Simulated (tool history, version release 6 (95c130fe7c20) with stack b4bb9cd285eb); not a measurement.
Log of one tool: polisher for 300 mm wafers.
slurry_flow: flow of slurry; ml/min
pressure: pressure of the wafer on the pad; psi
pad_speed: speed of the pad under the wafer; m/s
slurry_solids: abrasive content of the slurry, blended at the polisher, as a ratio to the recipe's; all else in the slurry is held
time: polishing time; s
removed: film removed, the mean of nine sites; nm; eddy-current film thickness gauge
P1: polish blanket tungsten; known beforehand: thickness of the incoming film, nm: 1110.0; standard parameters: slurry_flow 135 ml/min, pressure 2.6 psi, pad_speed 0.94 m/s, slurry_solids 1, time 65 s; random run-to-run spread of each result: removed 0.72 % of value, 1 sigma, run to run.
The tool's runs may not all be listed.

run,hour,slurry_flow,pressure,pad_speed,slurry_solids,time,removed
1,8.7,135,2.6,0.94,1,65,244.1
2,19,105,2.6,0.94,1,93,326.69
3,26.7,135,1.5,0.94,1,65,142.2
4,37.2,135,2.6,1.18,1,65,307.76
5,45.2,135,2.6,0.94,1,65,244.32
6,55.1,135,2.6,0.94,1,101,384.67
# hour 60.1: slurry blender recalibrated
7,67,135,2.6,0.94,1,65,245.88
# hour 67.9: head pressure recalibrated
8,74.4,105,2.6,0.72,1,65,178.22
9,87.4,135,2.6,0.94,1,65,244.4
10,97.3,135,3.8,0.94,1,65,363.61
# hour 98.9: slurry nozzle cleaned
11,106.2,135,2.6,0.94,1,43,163.7
12,115.3,80,2.6,0.94,1,65,214.45
13,121.9,135,2.6,0.94,1,65,244.6
14,131.5,135,2.6,0.94,0.75,65,229.83
15,138,135,2.6,0.94,1,65,244.75
16,149.2,135,2.6,0.42,1,65,110.84

Predict the results of run 17:
17,158.6,185,2.6,0.94,1,65,?

Run 17 gave removed 257.71 nm.
